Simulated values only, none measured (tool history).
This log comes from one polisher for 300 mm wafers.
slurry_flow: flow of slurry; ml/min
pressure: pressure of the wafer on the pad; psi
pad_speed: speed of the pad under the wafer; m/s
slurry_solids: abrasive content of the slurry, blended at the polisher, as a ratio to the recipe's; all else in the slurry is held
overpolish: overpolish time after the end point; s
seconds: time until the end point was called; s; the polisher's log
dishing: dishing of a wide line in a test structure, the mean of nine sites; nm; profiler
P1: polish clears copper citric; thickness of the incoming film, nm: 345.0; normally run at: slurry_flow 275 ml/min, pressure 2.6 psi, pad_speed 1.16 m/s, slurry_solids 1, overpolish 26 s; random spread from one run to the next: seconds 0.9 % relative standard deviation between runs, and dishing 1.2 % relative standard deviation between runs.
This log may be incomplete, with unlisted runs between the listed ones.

Run 1, hour 11.7: slurry_flow 275 ml/min, pressure 2.6 psi, pad_speed 1.16 m/s, slurry_solids 1, overpolish 26 s. Result: seconds 151.01 s, dishing 33.491 nm.
Run 2, hour 22.9: slurry_flow 275 ml/min, pressure 2.6 psi, pad_speed 1.16 m/s, slurry_solids 1.45, overpolish 26 s. Result: seconds 139.77 s, dishing 35.071 nm.
Run 3, hour 34.4: slurry_flow 275 ml/min, pressure 2.6 psi, pad_speed 0.6 m/s, slurry_solids 1, overpolish 26 s. Result: seconds 285.61 s, dishing 20.361 nm.
Run 4, hour 40.7: slurry_flow 275 ml/min, pressure 2.6 psi, pad_speed 1.16 m/s, slurry_solids 1, overpolish 48 s. Result: seconds 152.63 s, dishing 46.153 nm.
At hour 40.8: slurry blender recalibrated.
Run 5, hour 48.8: slurry_flow 165 ml/min, pressure 2.6 psi, pad_speed 1.16 m/s, slurry_solids 1, overpolish 26 s. Result: seconds 162.11 s, dishing 31.82 nm.
Run 6, hour 62.6: slurry_flow 275 ml/min, pressure 2.6 psi, pad_speed 1.16 m/s, slurry_solids 1, overpolish 26 s. Result: seconds 152.19 s, dishing 33.131 nm.
Run 7, hour 73.2: slurry_flow 395 ml/min, pressure 2.6 psi, pad_speed 1.16 m/s, slurry_solids 1, overpolish 26 s. Result: seconds 146.95 s, dishing 33.17 nm.
Run 8, hour 80.9: slurry_flow 275 ml/min, pressure 2.6 psi, pad_speed 1.16 m/s, slurry_solids 1.2, overpolish 40 s. Result: seconds 144.93 s, dishing 43.103 nm.
Run 9, hour 90.3: slurry_flow 275 ml/min, pressure 1.4 psi, pad_speed 1.54 m/s, slurry_solids 1, overpolish 26 s. Result: seconds 208.8 s, dishing 24.615 nm.
Run 10, hour 103.2: slurry_flow 275 ml/min, pressure 1.3 psi, pad_speed 1.16 m/s, slurry_solids 1, overpolish 26 s. Result: seconds 297.28 s, dishing 19.418 nm.
Run 11, hour 117: slurry_flow 275 ml/min, pressure 2.6 psi, pad_speed 1.16 m/s, slurry_solids 1, overpolish 26 s. Result: seconds 150.21 s, dishing 32.758 nm.
Run 12, hour 129.6: slurry_flow 275 ml/min, pressure 2.6 psi, pad_speed 1.16 m/s, slurry_solids 1, overpolish 26 s. Result: seconds 153.06 s, dishing 33.495 nm.
Run 13, hour 137.7: slurry_flow 275 ml/min, pressure 3.8 psi, pad_speed 1.16 m/s, slurry_solids 1, overpolish 26 s. Result: seconds 103.88 s, dishing 43.117 nm.
Run 14, hour 144: slurry_flow 275 ml/min, pressure 2.6 psi, pad_speed 1.16 m/s, slurry_solids 1, overpolish 8 s. Result: seconds 152.21 s, dishing 13.195 nm.
Run 15, hour 150.2: slurry_flow 275 ml/min, pressure 2.6 psi, pad_speed 1.7 m/s, slurry_solids 1, overpolish 26 s. Result: seconds 104.12 s, dishing 41.179 nm.
Run 16, hour 159.5: slurry_flow 275 ml/min, pressure 2.6 psi, pad_speed 1.16 m/s, slurry_solids 1, overpolish 26 s. Result: seconds 151.64 s, dishing 33.187 nm.
Run 17, hour 170.6: slurry_flow 275 ml/min, pressure 2.6 psi, pad_speed 1.16 m/s, slurry_solids 0.5, overpolish 26 s. Result: seconds 173.3 s, dishing 30.364 nm.
Run 18, hour 182.2: slurry_flow 275 ml/min, pressure 2.6 psi, pad_speed 1.16 m/s, slurry_solids 1, overpolish 26 s. Result: seconds 151.5 s, dishing 32.698 nm.
Run 19, hour 191.8: slurry_flow 275 ml/min, pressure 2.6 psi, pad_speed 1.16 m/s, slurry_solids 1, overpolish 26 s. Result: seconds 151.23 s, dishing 32.778 nm.
Run 20, hour 198.8: slurry_flow 275 ml/min, pressure 2.6 psi, pad_speed 1.16 m/s, slurry_solids 1, overpolish 26 s. Result: seconds 154.08 s, dishing 33.238 nm.
Run 21, hour 207.6: slurry_flow 275 ml/min, pressure 2.6 psi, pad_speed 1.16 m/s, slurry_solids 1, overpolish 26 s. Result: seconds 152.73 s, dishing 32.694 nm.
Run 22, hour 216.8: slurry_flow 275 ml/min, pressure 2.6 psi, pad_speed 1.16 m/s, slurry_solids 1, overpolish 26 s. Result: seconds 156.52 s, dishing 32.079 nm.
Run 23, hour 227.4: slurry_flow 275 ml/min, pressure 2.6 psi, pad_speed 1.16 m/s, slurry_solids 1, overpolish 26 s. Result: seconds 156.1 s, dishing 32.281 nm.
At hour 236.4: head pressure recalibrated.
Run 24, hour 240.5: slurry_flow 275 ml/min, pressure 2.6 psi, pad_speed 1.16 m/s, slurry_solids 1, overpolish 26 s. Result: seconds 158.23 s, dishing 31.662 nm.
Run 25, hour 247.4: slurry_flow 275 ml/min, pressure 2.6 psi, pad_speed 1.16 m/s, slurry_solids 1, overpolish 26 s. Result: seconds 157.58 s, dishing 32.095 nm.
At hour 257: worn pad replaced by a new one.
Run 26, hour 257: slurry_flow 275 ml/min, pressure 2.6 psi, pad_speed 1.16 m/s, slurry_solids 1, overpolish 26 s. Result: seconds 156.5 s, dishing 31.797 nm.
Run 27, hour 265.6: slurry_flow 275 ml/min, pressure 2.6 psi, pad_speed 1.16 m/s, slurry_solids 1, overpolish 26 s. Result: seconds 158.42 s, dishing 31.132 nm.
Run 28, hour 279.1: slurry_flow 275 ml/min, pressure 2.6 psi, pad_speed 1.16 m/s, slurry_solids 1, overpolish 26 s. Result: seconds 161.32 s, dishing 30.952 nm.
Run 29, hour 288.8: slurry_flow 275 ml/min, pressure 2.6 psi, pad_speed 1.16 m/s, slurry_solids 1, overpolish 26 s. Result: seconds 156.29 s, dishing 31.476 nm.

Compared with where it was, what P1 gives has crept away. Each cause listed below fits the log as well as the rest, at the size given for it:
A: slurry flow missing at the pad, % = 34.3
B: abrasive missing from the slurry, % = 21.1
The creep began at about hour 198.8.
The rest of the possible causes, and what rules out each one:
removal rate lost through wear of the pad, %: serviced at hour 257, after the change had begun; the process did not return to its earlier output
head's pressure below its setpoint, %: serviced at hour 236.4, after the change had begun; the process did not return to its earlier output

You are offered 4 check runs, listed below with question marks in place of their results; each one averages 5 wafers. Which run separates the listed causes by giving clearly different results for each?
Run check 1, hour 298.5: slurry_flow 275 ml/min, pressure 1.3 psi, pad_speed 1.16 m/s, slurry_solids 1.4, overpolish 26 s. Result: seconds ?, dishing ?.
Run check 2, hour 298.5: slurry_flow 275 ml/min, pressure 1.4 psi, pad_speed 1.16 m/s, slurry_solids 0.6, overpolish 26 s. Result: seconds ?, dishing ?.
Run check 3, hour 298.5: slurry_flow 165 ml/min, pressure 2.6 psi, pad_speed 1.16 m/s, slurry_solids 1, overpolish 46 s. Result: seconds ?, dishing ?.
Run check 4, hour 298.5: slurry_flow 275 ml/min, pressure 1.7 psi, pad_speed 1.16 m/s, slurry_solids 1, overpolish 26 s. Result: seconds ?, dishing ?.

What each check would give under each cause:
  check   result    if A    if B
check 1  seconds  288.73  289.26
check 1  dishing  19.559  19.531
check 2  seconds  321.93  320.85
check 2  dishing  18.039  18.088
check 3  seconds  174.87  169.58
check 3  dishing  42.356  43.033
check 4  seconds  240.29  240.24
check 4  dishing  22.935  22.938
How far apart the two closest causes lie, in the result that separates them most: check 1 0.18 %; check 2 0.34 %; check 3 3.07 %; check 4 0.02 %
Only check 3 tells the causes apart: in the others they would give nearly the same result.

The results of check 3 are: seconds 174.71 s; dishing 42.41 nm. Based on these, which of the listed causes is it?

The correct cause is A, namely: slurry flow missing at the pad, %.
